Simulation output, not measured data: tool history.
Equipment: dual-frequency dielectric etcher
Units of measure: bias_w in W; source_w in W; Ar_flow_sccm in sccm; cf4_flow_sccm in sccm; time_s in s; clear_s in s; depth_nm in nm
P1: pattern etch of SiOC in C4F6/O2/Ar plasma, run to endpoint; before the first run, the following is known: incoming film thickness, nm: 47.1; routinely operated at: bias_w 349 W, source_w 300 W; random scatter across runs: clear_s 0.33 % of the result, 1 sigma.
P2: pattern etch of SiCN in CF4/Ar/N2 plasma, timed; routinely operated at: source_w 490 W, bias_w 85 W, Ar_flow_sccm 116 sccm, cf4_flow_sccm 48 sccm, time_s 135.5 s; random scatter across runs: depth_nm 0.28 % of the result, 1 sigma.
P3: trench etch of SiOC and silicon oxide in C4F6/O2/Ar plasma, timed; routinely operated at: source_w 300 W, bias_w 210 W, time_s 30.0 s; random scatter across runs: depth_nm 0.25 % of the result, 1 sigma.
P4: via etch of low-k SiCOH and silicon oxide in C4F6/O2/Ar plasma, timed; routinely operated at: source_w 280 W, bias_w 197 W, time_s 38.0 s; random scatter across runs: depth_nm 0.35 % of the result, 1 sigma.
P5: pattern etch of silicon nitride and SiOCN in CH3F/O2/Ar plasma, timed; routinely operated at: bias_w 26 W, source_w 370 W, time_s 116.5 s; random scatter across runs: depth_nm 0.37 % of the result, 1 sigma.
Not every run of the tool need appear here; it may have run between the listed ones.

run	hour	process	bias_w	source_w	Ar_flow_sccm	cf4_flow_sccm	time_s	hours since the last wet clean	hours since the last bias power generator calibration	hours since the last source power generator calibration	clear_s	depth_nm
1	3.6	P1	349	300				125.7	581.1	2726.1	20.597	
2	6.2	P1	349	300				128.3	583.7	2728.7	20.776	
3	10.6	P2	85	490	116	48	135.5	132.7	588.1	2733.1		124.330
4	14.6	P1	349	390				136.7	592.1	2737.1	18.809	
5	18.5	P2	85	380	116	48	135.5	140.6	596.0	2741.0		99.540
6	22.1	P4	197	180			38.0	144.2	599.6	2744.6		75.033
7	25.0	P1	349	300				147.1	602.5	2747.5	20.758	
8	27.8	P2	85	490	116	48	135.5	149.9	605.3	2750.3		124.200
9	30.9	P1	440	300				153.0	608.4	2753.4	19.046	
# hour 33.2: bias power generator calibrated
10	36.4	P4	197	280			38.0	158.5	3.3	2758.9		89.397
11	38.9	P5	26	370			116.5	161.0	5.8	2761.4		16.478
12	43.6	P5	18	370			116.5	165.7	10.5	2766.1		13.936
13	49.2	P5	26	370			116.5	171.3	16.1	2771.7		16.522
14	55.1	P1	349	300				177.2	22.0	2777.6	20.703	
# hour 59.0: wet clean of the chamber
15	59.4	P2	85	490	116	48	105.0	0.4	26.3	2781.9		96.266
16	62.2	P3	138	300			30.0	3.2	29.1	2784.7		49.276
17	67.8	P1	241	300				8.8	34.7	2790.3	23.563	
18	72.6	P1	479	380				13.6	39.5	2795.1	16.969	
19	76.7	P5	26	300			116.5	17.7	43.6	2799.2		15.382
20	80.1	P4	197	280			38.0	21.1	47.0	2802.6		88.733
21	83.4	P1	349	300				24.4	50.3	2805.9	20.774	
22	89.0	P1	349	300				30.0	55.9	2811.5	20.627	
23	92.9	P2	85	490	146	48	135.5	33.9	59.8	2815.4		119.020
24	96.9	P2	85	490	116	32	135.5	37.9	63.8	2819.4		116.320
25	101.1	P2	102	490	116	48	135.5	42.1	68.0	2823.6		132.920
26	106.6	P1	349	300				47.6	73.5	2829.1	20.742	
27	109.6	P4	140	280			38.0	50.6	76.5	2832.1		79.456
28	112.2	P3	210	300			42.0	53.2	79.1	2834.7		79.584
29	117.0	P4	197	280			21.0	58.0	83.9	2839.5		49.114
30	120.4	P1	349	240				61.4	87.3	2842.9	22.585	

Run 31 is up next; what results do you expect?
31	124.3	P3	210	380			30.0	65.3	91.2	2846.8		?

Logged for run 31: depth_nm 62.339 nm.
